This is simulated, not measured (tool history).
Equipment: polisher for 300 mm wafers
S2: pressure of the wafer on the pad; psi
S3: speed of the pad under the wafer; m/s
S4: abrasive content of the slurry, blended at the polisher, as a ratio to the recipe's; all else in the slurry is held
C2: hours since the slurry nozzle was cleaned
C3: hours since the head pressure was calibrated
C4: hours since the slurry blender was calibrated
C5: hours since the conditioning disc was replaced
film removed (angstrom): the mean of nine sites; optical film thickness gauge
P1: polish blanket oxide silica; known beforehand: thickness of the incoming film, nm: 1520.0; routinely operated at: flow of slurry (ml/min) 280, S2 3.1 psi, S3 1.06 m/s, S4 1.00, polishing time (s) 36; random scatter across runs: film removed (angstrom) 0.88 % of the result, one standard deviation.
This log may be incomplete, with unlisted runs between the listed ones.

run 1 hour=8.7 | flow_of_slurry_(ml/min)=280 S2=3.1 S3=1.06 S4=1.00 polishing_time_(s)=36 | wafers_polished_on_this_pad=635 C2=150.3 C3=132.3 C4=309.0 C5=214.4 | film_removed_(angstrom)=719.40
run 2 hour=14.4 | flow_of_slurry_(ml/min)=280 S2=3.1 S3=1.06 S4=0.65 polishing_time_(s)=36 | wafers_polished_on_this_pad=707 C2=156.0 C3=138.0 C4=314.7 C5=220.1 | film_removed_(angstrom)=576.08
run 3 hour=22.1 | flow_of_slurry_(ml/min)=280 S2=3.1 S3=0.54 S4=0.60 polishing_time_(s)=36 | wafers_polished_on_this_pad=805 C2=163.7 C3=145.7 C4=322.4 C5=227.8 | film_removed_(angstrom)=323.60
run 4 hour=26.9 | flow_of_slurry_(ml/min)=280 S2=1.4 S3=1.06 S4=1.00 polishing_time_(s)=36 | wafers_polished_on_this_pad=866 C2=168.5 C3=150.5 C4=327.2 C5=232.6 | film_removed_(angstrom)=328.13
run 5 hour=34.9 | flow_of_slurry_(ml/min)=280 S2=3.1 S3=1.06 S4=1.00 polishing_time_(s)=36 | wafers_polished_on_this_pad=967 C2=176.5 C3=158.5 C4=335.2 C5=240.6 | film_removed_(angstrom)=723.36
run 6 hour=40.6 | flow_of_slurry_(ml/min)=280 S2=4.1 S3=1.06 S4=1.00 polishing_time_(s)=36 | wafers_polished_on_this_pad=1040 C2=182.2 C3=164.2 C4=340.9 C5=246.3 | film_removed_(angstrom)=964.70
run 7 hour=48.2 | flow_of_slurry_(ml/min)=280 S2=3.1 S3=1.06 S4=1.00 polishing_time_(s)=36 | wafers_polished_on_this_pad=1136 C2=189.8 C3=171.8 C4=348.5 C5=253.9 | film_removed_(angstrom)=734.43
run 8 hour=52.1 | flow_of_slurry_(ml/min)=400 S2=3.1 S3=1.06 S4=1.00 polishing_time_(s)=36 | wafers_polished_on_this_pad=1186 C2=193.7 C3=175.7 C4=352.4 C5=257.8 | film_removed_(angstrom)=742.20
run 9 hour=60.6 | flow_of_slurry_(ml/min)=280 S2=3.1 S3=1.06 S4=1.00 polishing_time_(s)=24 | wafers_polished_on_this_pad=1294 C2=202.2 C3=184.2 C4=360.9 C5=266.3 | film_removed_(angstrom)=479.94
-- hour=60.9 conditioning disc replaced and pad reconditioned
run 10 hour=66.7 | flow_of_slurry_(ml/min)=280 S2=3.1 S3=1.06 S4=1.00 polishing_time_(s)=36 | wafers_polished_on_this_pad=1371 C2=208.3 C3=190.3 C4=367.0 C5=5.8 | film_removed_(angstrom)=719.49
run 11 hour=74.0 | flow_of_slurry_(ml/min)=170 S2=1.5 S3=1.06 S4=1.00 polishing_time_(s)=36 | wafers_polished_on_this_pad=1464 C2=215.6 C3=197.6 C4=374.3 C5=13.1 | film_removed_(angstrom)=331.77
run 12 hour=78.8 | flow_of_slurry_(ml/min)=280 S2=3.1 S3=1.60 S4=1.00 polishing_time_(s)=36 | wafers_polished_on_this_pad=1525 C2=220.4 C3=202.4 C4=379.1 C5=17.9 | film_removed_(angstrom)=1011.10
run 13 hour=86.1 | flow_of_slurry_(ml/min)=280 S2=3.1 S3=0.48 S4=1.00 polishing_time_(s)=23 | wafers_polished_on_this_pad=1618 C2=227.7 C3=209.7 C4=386.4 C5=25.2 | film_removed_(angstrom)=246.46
run 14 hour=90.1 | flow_of_slurry_(ml/min)=280 S2=3.1 S3=0.56 S4=1.00 polishing_time_(s)=36 | wafers_polished_on_this_pad=1669 C2=231.7 C3=213.7 C4=390.4 C5=29.2 | film_removed_(angstrom)=438.02
run 15 hour=94.3 | flow_of_slurry_(ml/min)=280 S2=3.1 S3=1.06 S4=1.00 polishing_time_(s)=47 | wafers_polished_on_this_pad=1722 C2=235.9 C3=217.9 C4=394.6 C5=33.4 | film_removed_(angstrom)=957.76
run 16 hour=102.7 | flow_of_slurry_(ml/min)=170 S2=3.1 S3=1.06 S4=1.00 polishing_time_(s)=36 | wafers_polished_on_this_pad=1829 C2=244.3 C3=226.3 C4=403.0 C5=41.8 | film_removed_(angstrom)=680.21
run 17 hour=108.9 | flow_of_slurry_(ml/min)=280 S2=3.1 S3=1.06 S4=1.30 polishing_time_(s)=36 | wafers_polished_on_this_pad=1907 C2=250.5 C3=232.5 C4=409.2 C5=48.0 | film_removed_(angstrom)=802.87
run 18 hour=113.9 | flow_of_slurry_(ml/min)=280 S2=3.1 S3=1.06 S4=1.00 polishing_time_(s)=36 | wafers_polished_on_this_pad=1971 C2=255.5 C3=237.5 C4=414.2 C5=53.0 | film_removed_(angstrom)=726.51
run 19 hour=121.0 | flow_of_slurry_(ml/min)=280 S2=3.1 S3=1.06 S4=1.00 polishing_time_(s)=36 | wafers_polished_on_this_pad=2061 C2=262.6 C3=244.6 C4=421.3 C5=60.1 | film_removed_(angstrom)=681.43
run 20 hour=127.8 | flow_of_slurry_(ml/min)=280 S2=3.1 S3=1.06 S4=1.00 polishing_time_(s)=36 | wafers_polished_on_this_pad=2147 C2=269.4 C3=251.4 C4=428.1 C5=66.9 | film_removed_(angstrom)=651.08
-- hour=131.4 conditioning disc replaced and pad reconditioned
run 21 hour=132.0 | flow_of_slurry_(ml/min)=280 S2=3.1 S3=1.06 S4=1.00 polishing_time_(s)=36 | wafers_polished_on_this_pad=2201 C2=273.6 C3=255.6 C4=432.3 C5=0.6 | film_removed_(angstrom)=645.69
run 22 hour=137.1 | flow_of_slurry_(ml/min)=280 S2=3.1 S3=1.06 S4=1.00 polishing_time_(s)=36 | wafers_polished_on_this_pad=2265 C2=278.7 C3=260.7 C4=437.4 C5=5.7 | film_removed_(angstrom)=638.67
-- hour=139.3 head pressure recalibrated
run 23 hour=145.5 | flow_of_slurry_(ml/min)=280 S2=3.1 S3=1.06 S4=1.00 polishing_time_(s)=36 | wafers_polished_on_this_pad=2372 C2=287.1 C3=6.2 C4=445.8 C5=14.1 | film_removed_(angstrom)=628.68
run 24 hour=154.0 | flow_of_slurry_(ml/min)=280 S2=3.1 S3=1.06 S4=1.00 polishing_time_(s)=36 | wafers_polished_on_this_pad=2480 C2=295.6 C3=14.7 C4=454.3 C5=22.6 | film_removed_(angstrom)=627.10

What P1 gives has crept off from where it sat before. The 2 causes that follow fit the log equally well, each at the size noted:
A: removal rate lost through wear of the pad, % = 13.3
B: abrasive missing from the slurry, % = 25.3
The drift started at roughly hour 113.9.
All other causes, with the reason each is excluded:
slurry flow missing at the pad, %: 40 at the very most, moving film removed (angstrom) by -6.1 %, which is either too weak or the wrong sign
head's pressure below its setpoint, %: serviced at hour 139.3, which brought nothing back
time polished since the conditioner stopped cutting, s: serviced at hour 131.4, which brought nothing back

Of the 4 check runs below, each run on 5 wafers with the results averaged and each result still a question mark, which one would tell the listed causes apart?
run check 1 hour=162.5 | flow_of_slurry_(ml/min)=340 S2=2.4 S3=1.06 S4=1.00 polishing_time_(s)=36 | film_removed_(angstrom)=?
run check 2 hour=162.5 | flow_of_slurry_(ml/min)=280 S2=3.1 S3=0.82 S4=0.65 polishing_time_(s)=36 | film_removed_(angstrom)=?
run check 3 hour=162.5 | flow_of_slurry_(ml/min)=280 S2=3.1 S3=1.48 S4=1.00 polishing_time_(s)=36 | film_removed_(angstrom)=?
run check 4 hour=162.5 | flow_of_slurry_(ml/min)=370 S2=2.2 S3=1.06 S4=1.00 polishing_time_(s)=36 | film_removed_(angstrom)=?

How each check would come out, cause by cause:
check=check_1 result=film_removed_(angstrom) if_A=494.94 if_B=494.71
check=check_2 result=film_removed_(angstrom) if_A=411.23 if_B=398.49
check=check_3 result=film_removed_(angstrom) if_A=820.97 if_B=820.58
check=check_4 result=film_removed_(angstrom) if_A=456.62 if_B=456.41
Gap, in per cent, between the two causes that each check separates least, read from the result that separates them most: check 1 0.05 %; check 2 3.15 %; check 3 0.05 %; check 4 0.05 %
Of the check runs offered, only check 2 discriminates between the causes; the rest would read about the same regardless of which cause applies.

The results of check 2 are: film removed (angstrom) 410.81. Based on these, which of the listed causes is it?

It is A: removal rate lost through wear of the pad, %.
